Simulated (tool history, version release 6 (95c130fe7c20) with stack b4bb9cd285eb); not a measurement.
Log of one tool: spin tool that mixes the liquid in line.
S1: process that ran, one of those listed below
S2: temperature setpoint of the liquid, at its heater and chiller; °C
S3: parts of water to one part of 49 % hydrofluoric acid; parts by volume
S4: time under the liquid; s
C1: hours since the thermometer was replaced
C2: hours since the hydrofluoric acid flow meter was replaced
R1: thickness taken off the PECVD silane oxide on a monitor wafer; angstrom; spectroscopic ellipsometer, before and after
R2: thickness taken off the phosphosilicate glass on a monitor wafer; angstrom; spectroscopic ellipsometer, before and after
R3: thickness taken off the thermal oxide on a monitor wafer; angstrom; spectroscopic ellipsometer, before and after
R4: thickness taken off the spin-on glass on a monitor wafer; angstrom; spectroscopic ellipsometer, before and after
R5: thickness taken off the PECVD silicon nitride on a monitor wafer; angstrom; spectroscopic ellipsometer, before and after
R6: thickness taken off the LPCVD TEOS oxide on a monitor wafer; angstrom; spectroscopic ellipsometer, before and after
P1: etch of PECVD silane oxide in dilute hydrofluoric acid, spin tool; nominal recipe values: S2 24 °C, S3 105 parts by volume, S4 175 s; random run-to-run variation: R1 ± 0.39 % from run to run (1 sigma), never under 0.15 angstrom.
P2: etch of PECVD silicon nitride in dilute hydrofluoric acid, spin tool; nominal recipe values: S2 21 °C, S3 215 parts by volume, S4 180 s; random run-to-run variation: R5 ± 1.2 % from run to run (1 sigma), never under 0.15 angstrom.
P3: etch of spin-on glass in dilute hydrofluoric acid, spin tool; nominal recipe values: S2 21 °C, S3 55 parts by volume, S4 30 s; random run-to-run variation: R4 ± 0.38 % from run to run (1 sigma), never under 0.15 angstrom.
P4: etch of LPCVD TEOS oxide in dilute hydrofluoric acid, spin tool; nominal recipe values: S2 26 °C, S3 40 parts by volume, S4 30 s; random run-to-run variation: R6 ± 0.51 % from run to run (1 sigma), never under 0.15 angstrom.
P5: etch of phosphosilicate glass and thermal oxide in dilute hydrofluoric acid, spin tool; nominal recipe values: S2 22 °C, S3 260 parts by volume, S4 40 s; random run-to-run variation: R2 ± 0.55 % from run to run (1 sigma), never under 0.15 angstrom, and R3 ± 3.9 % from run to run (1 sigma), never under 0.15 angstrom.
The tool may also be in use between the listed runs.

run,hour,S1,S2,S3,S4,C1,C2,R1,R2,R3,R4,R5,R6
1,14.4,P1,24,105,175,592,646.3,283.57,,,,,
2,25,P5,22,425,40,602.6,656.9,,125.09,3.1555,,,
3,38.1,P3,21,55,50,615.7,670,,,,386.61,,
4,52.4,P1,24,105,175,630,684.3,283.54,,,,,
5,59.5,P2,21,300,180,637.1,691.4,,,,,14.88,
6,70.5,P4,26,40,30,648.1,702.4,,,,,,226.03
7,85.9,P1,24,185,175,663.5,717.8,147.26,,,,,
8,93.4,P1,31,105,175,671,725.3,368.83,,,,,
9,100.3,P2,21,215,180,677.9,732.2,,,,,19.92,
# hour 104.7: thermometer replaced
10,108.9,P1,18.5,105,175,4.2,740.8,227.87,,,,,
11,122.9,P2,21,215,90,18.2,754.8,,,,,10.031,
12,130.1,P3,27,55,30,25.4,762,,,,294.66,,
13,143.1,P5,22,260,40,38.4,775,,236.04,5.752,,,
14,158.5,P3,21,55,30,53.8,790.4,,,,229.8,,
15,168.3,P2,21,215,180,63.6,800.2,,,,,20.147,
16,179.5,P3,21,105,30,74.8,811.4,,,,114.65,,
17,186.6,P1,24,105,175,81.9,818.5,280.03,,,,,
18,199.5,P1,24,105,75,94.8,831.4,121.22,,,,,
19,212.9,P5,22,260,65,108.2,844.8,,384.39,10.365,,,
20,222.7,P2,17,215,180,118,854.6,,,,,15.82,
21,232.6,P1,24,30,175,127.9,864.5,1086.6,,,,,
22,245.6,P4,26,65,30,140.9,877.5,,,,,,135.15
23,257.9,P1,24,105,175,153.2,889.8,280.91,,,,,
24,269,P3,21,55,30,164.3,900.9,,,,231.28,,
25,276,P1,24,105,325,171.3,907.9,525.87,,,,,
26,287.7,P1,24,105,175,183,919.6,284.44,,,,,
27,299,P4,26,40,15,194.3,930.9,,,,,,113.38
28,307,P1,29.5,45,175,202.3,938.9,887.74,,,,,
29,320.3,P4,21.5,40,30,215.6,952.2,,,,,,190.2
30,334.3,P1,24,105,175,229.6,966.2,282.38,,,,,
31,343.7,P5,17,260,40,239,975.6,,198.19,4.7189,,,
32,358.8,P1,24,105,175,254.1,990.7,283.36,,,,,
33,373.8,P1,24,105,175,269.1,1005.7,290.75,,,,,
34,384.5,P1,24,105,175,279.8,1016.4,291.15,,,,,
35,394.4,P1,24,105,175,289.7,1026.3,293.16,,,,,
36,403.2,P1,24,105,175,298.5,1035.1,294.51,,,,,
37,411.4,P1,24,105,175,306.7,1043.3,297.34,,,,,
38,425.8,P1,24,105,175,321.1,1057.7,296.96,,,,,
39,432.7,P1,24,105,175,328,1064.6,298.13,,,,,
40,444.8,P1,24,105,175,340.1,1076.7,298.19,,,,,
41,459.4,P1,24,105,175,354.7,1091.3,296.82,,,,,
42,470.7,P1,24,105,175,366,1102.6,300.46,,,,,
43,479,P1,24,105,175,374.3,1110.9,297.47,,,,,

P1 no longer gives what it gave before; its output has crept away from where it was. The following 2 causes, each at its listed size, fit the log equally well:
A: liquid hotter than its thermometer reads (K) = 1.42
B: hydrofluoric acid flow above the setpoint (%) = 5.06
The gradual shift began around hour 358.8.

Each of the check runs listed below is run on 5 wafers and reports their average, with the results left as question marks. Pick the one under which the possible causes would lead to clearly different results.
check 1,487.3,P4,26,60,30,,,,,,,,?
check 2,487.3,P5,17,260,55,,,,?,?,,,
check 3,487.3,P3,21,105,30,,,,,,?,,
check 4,487.3,P2,17,215,180,,,,,,,?,

Predicted outcomes, by check and by cause:
check,result,if A,if B
check 1,R6,156.15,155.63
check 2,R2,285.98,287.64
check 2,R3,7.094,7.1353
check 3,R4,121.03,120.78
check 4,R5,17.085,16.294
Per-check spread between the two closest causes, in the result where they differ most: check 1 0.34 %; check 2 0.58 %; check 3 0.21 %; check 4 4.74 %
Check 4 distinguishes between the causes, while the remaining checks would return nearly the same result for all of them.

Then check 4 was run and gave: R5 17.024 angstrom. Which cause is it?

A is the cause: liquid hotter than its thermometer reads (K).

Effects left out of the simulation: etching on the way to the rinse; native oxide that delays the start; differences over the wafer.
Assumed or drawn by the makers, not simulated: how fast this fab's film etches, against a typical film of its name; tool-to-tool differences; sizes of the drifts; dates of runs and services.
